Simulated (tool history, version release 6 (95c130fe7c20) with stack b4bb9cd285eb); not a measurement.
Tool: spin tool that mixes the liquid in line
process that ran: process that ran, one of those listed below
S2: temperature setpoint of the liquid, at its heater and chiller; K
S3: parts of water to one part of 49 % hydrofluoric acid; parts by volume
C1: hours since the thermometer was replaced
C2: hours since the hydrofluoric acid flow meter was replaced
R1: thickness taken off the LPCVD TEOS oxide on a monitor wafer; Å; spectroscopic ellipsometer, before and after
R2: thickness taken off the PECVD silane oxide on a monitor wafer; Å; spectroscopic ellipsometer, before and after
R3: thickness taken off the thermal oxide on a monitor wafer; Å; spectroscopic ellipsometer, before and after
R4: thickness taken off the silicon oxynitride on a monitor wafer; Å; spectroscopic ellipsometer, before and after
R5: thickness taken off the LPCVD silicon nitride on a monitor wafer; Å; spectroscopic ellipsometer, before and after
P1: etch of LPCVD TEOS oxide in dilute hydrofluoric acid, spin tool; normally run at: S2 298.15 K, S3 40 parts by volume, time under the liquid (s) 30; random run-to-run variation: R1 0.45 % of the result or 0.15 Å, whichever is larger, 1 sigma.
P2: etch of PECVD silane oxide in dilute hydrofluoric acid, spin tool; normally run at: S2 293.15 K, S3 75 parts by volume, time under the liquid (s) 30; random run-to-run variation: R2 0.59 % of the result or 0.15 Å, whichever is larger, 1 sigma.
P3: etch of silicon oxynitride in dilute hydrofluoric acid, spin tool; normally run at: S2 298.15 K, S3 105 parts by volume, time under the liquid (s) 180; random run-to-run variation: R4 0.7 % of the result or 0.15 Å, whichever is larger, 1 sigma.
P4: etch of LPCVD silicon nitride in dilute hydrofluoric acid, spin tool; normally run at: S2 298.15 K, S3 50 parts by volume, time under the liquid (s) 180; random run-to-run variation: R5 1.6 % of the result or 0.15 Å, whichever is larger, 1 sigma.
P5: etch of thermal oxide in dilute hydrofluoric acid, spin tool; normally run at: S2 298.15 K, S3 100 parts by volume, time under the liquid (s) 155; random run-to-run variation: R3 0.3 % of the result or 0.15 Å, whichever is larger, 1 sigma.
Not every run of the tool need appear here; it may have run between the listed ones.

Run 1, hour 4.8: process that ran P1, S2 298.15 K, S3 40 parts by volume, time under the liquid (s) 30; C1 348.6; C2 419.4. Result: R1 188.2 Å.
Run 2, hour 11.6: process that ran P1, S2 298.15 K, S3 60 parts by volume, time under the liquid (s) 30; C1 355.4; C2 426.2. Result: R1 120.46 Å.
Run 3, hour 17: process that ran P2, S2 293.15 K, S3 75 parts by volume, time under the liquid (s) 30; C1 360.8; C2 431.6. Result: R2 51.191 Å.
Run 4, hour 22.7: process that ran P5, S2 298.15 K, S3 100 parts by volume, time under the liquid (s) 155; C1 366.5; C2 437.3. Result: R3 73.948 Å.
Run 5, hour 30.6: process that ran P3, S2 298.15 K, S3 45 parts by volume, time under the liquid (s) 180; C1 374.4; C2 445.2. Result: R4 92.042 Å.
Run 6, hour 39.6: process that ran P3, S2 306.15 K, S3 105 parts by volume, time under the liquid (s) 180; C1 383.4; C2 454.2. Result: R4 53.991 Å.
Run 7, hour 46.4: process that ran P1, S2 304.65 K, S3 40 parts by volume, time under the liquid (s) 30; C1 390.2; C2 461. Result: R1 241.75 Å.
Run 8, hour 51: process that ran P5, S2 292.15 K, S3 100 parts by volume, time under the liquid (s) 155; C1 394.8; C2 465.6. Result: R3 58.354 Å.
Run 9, hour 59.8: process that ran P4, S2 298.15 K, S3 20 parts by volume, time under the liquid (s) 180; C1 403.6; C2 474.4. Result: R5 42.477 Å.
Run 10, hour 64.9: process that ran P3, S2 298.15 K, S3 105 parts by volume, time under the liquid (s) 80; C1 408.7; C2 479.5. Result: R4 16.508 Å.
Run 11, hour 72.9: process that ran P2, S2 301.65 K, S3 75 parts by volume, time under the liquid (s) 30; C1 416.7; C2 487.5. Result: R2 72.052 Å.
Run 12, hour 81.3: process that ran P1, S2 298.15 K, S3 40 parts by volume, time under the liquid (s) 60; C1 425.1; C2 495.9. Result: R1 370.98 Å.
Run 13, hour 87.2: process that ran P1, S2 290.15 K, S3 40 parts by volume, time under the liquid (s) 30; C1 431; C2 501.8. Result: R1 133.86 Å.
Run 14, hour 93.4: process that ran P1, S2 306.15 K, S3 40 parts by volume, time under the liquid (s) 15; C1 437.2; C2 508. Result: R1 128.35 Å.
Run 15, hour 98.6: process that ran P4, S2 292.65 K, S3 50 parts by volume, time under the liquid (s) 180; C1 442.4; C2 513.2. Result: R5 11.749 Å.
Run 16, hour 108.3: process that ran P5, S2 298.15 K, S3 100 parts by volume, time under the liquid (s) 15; C1 452.1; C2 522.9. Result: R3 7.1209 Å.
Run 17, hour 115: process that ran P3, S2 298.15 K, S3 105 parts by volume, time under the liquid (s) 180; C1 458.8; C2 529.6. Result: R4 38.236 Å.
Run 18, hour 121.6: process that ran P1, S2 298.15 K, S3 40 parts by volume, time under the liquid (s) 30; C1 465.4; C2 536.2. Result: R1 186.92 Å.
Run 19, hour 129.6: process that ran P5, S2 298.15 K, S3 100 parts by volume, time under the liquid (s) 155; C1 473.4; C2 544.2. Result: R3 74.631 Å.
Run 20, hour 137.5: process that ran P4, S2 298.15 K, S3 50 parts by volume, time under the liquid (s) 180; C1 481.3; C2 552.1. Result: R5 16.683 Å.
Run 21, hour 144.2: process that ran P2, S2 293.15 K, S3 35 parts by volume, time under the liquid (s) 30; C1 488; C2 558.8. Result: R2 113.09 Å.
Run 22, hour 153.3: process that ran P4, S2 298.15 K, S3 50 parts by volume, time under the liquid (s) 290; C1 497.1; C2 567.9. Result: R5 27.918 Å.
Run 23, hour 162.2: process that ran P1, S2 298.15 K, S3 40 parts by volume, time under the liquid (s) 30; C1 506; C2 576.8. Result: R1 186.8 Å.
Run 24, hour 166.7: process that ran P2, S2 293.15 K, S3 75 parts by volume, time under the liquid (s) 60; C1 510.5; C2 581.3. Result: R2 102.19 Å.
Run 25, hour 172.7: process that ran P4, S2 298.15 K, S3 50 parts by volume, time under the liquid (s) 180; C1 516.5; C2 587.3. Result: R5 17.11 Å.
Run 26, hour 178.4: process that ran P1, S2 298.15 K, S3 40 parts by volume, time under the liquid (s) 15; C1 522.2; C2 593. Result: R1 93.324 Å.
Run 27, hour 182.7: process that ran P1, S2 298.15 K, S3 40 parts by volume, time under the liquid (s) 30; C1 526.5; C2 597.3. Result: R1 189 Å.
Run 28, hour 187.1: process that ran P5, S2 298.15 K, S3 40 parts by volume, time under the liquid (s) 155; C1 530.9; C2 601.7. Result: R3 200.59 Å.
Run 29, hour 196.6: process that ran P1, S2 298.15 K, S3 20 parts by volume, time under the liquid (s) 30; C1 540.4; C2 611.2. Result: R1 385.88 Å.
Run 30, hour 201.5: process that ran P2, S2 293.15 K, S3 75 parts by volume, time under the liquid (s) 30; C1 545.3; C2 616.1. Result: R2 51.256 Å.
Run 31, hour 209.8: process that ran P1, S2 298.15 K, S3 40 parts by volume, time under the liquid (s) 30; C1 553.6; C2 624.4. Result: R1 187.19 Å.
Run 32, hour 219.5: process that ran P1, S2 298.15 K, S3 40 parts by volume, time under the liquid (s) 30; C1 563.3; C2 634.1. Result: R1 186.73 Å.
Run 33, hour 223.7: process that ran P1, S2 298.15 K, S3 40 parts by volume, time under the liquid (s) 30; C1 567.5; C2 638.3. Result: R1 192.95 Å.
Run 34, hour 228.7: process that ran P1, S2 298.15 K, S3 40 parts by volume, time under the liquid (s) 30; C1 572.5; C2 643.3. Result: R1 198.45 Å.
Run 35, hour 236.7: process that ran P1, S2 298.15 K, S3 40 parts by volume, time under the liquid (s) 30; C1 580.5; C2 651.3. Result: R1 201.09 Å.
Run 36, hour 241.9: process that ran P1, S2 298.15 K, S3 40 parts by volume, time under the liquid (s) 30; C1 585.7; C2 656.5. Result: R1 202.93 Å.
Run 37, hour 247.1: process that ran P1, S2 298.15 K, S3 40 parts by volume, time under the liquid (s) 30; C1 590.9; C2 661.7. Result: R1 204.57 Å.
Run 38, hour 255.8: process that ran P1, S2 298.15 K, S3 40 parts by volume, time under the liquid (s) 30; C1 599.6; C2 670.4. Result: R1 205.51 Å.
Run 39, hour 263.5: process that ran P1, S2 298.15 K, S3 40 parts by volume, time under the liquid (s) 30; C1 607.3; C2 678.1. Result: R1 206.12 Å.

The output of P1 has drifted from where it used to be. Each of the 2 causes below, taken at the size shown beside it, accounts for the log equally well:
A: liquid hotter than its thermometer reads (K) = 2.2
B: hydrofluoric acid flow above the setpoint (%) = 8.89
The process output started creeping at around hour 219.5.

Which of the check runs below tells the causes apart, meaning the causes would give it clearly different results? Each run uses 5 wafers whose results are averaged, and each result is shown as a question mark.
Run check 1, hour 271.2: process that ran P4, S2 298.15 K, S3 35 parts by volume, time under the liquid (s) 180. Result: R5 ?.
Run check 2, hour 271.2: process that ran P3, S2 304.15 K, S3 105 parts by volume, time under the liquid (s) 180. Result: R4 ?.
Run check 3, hour 271.2: process that ran P5, S2 292.15 K, S3 100 parts by volume, time under the liquid (s) 155. Result: R3 ?.
Run check 4, hour 271.2: process that ran P2, S2 301.15 K, S3 35 parts by volume, time under the liquid (s) 30. Result: R2 ?.

Expected result of each check under each candidate cause:
  check  result    if A    if B
check 1      R5  28.365  26.594
check 2      R4  54.627  54.503
check 3      R3  63.752  63.995
check 4      R2  175.45  175.68
Per-check spread between the two closest causes, in the result where they differ most: check 1 6.45 %; check 2 0.23 %; check 3 0.38 %; check 4 0.13 %
The causes can be told apart only by check 1. The other checks would give nearly the same results under each of them.

Check 1 has now been run. It gave: R5 26.732 Å. Which of the candidate causes is it?

It is B: hydrofluoric acid flow above the setpoint (%).
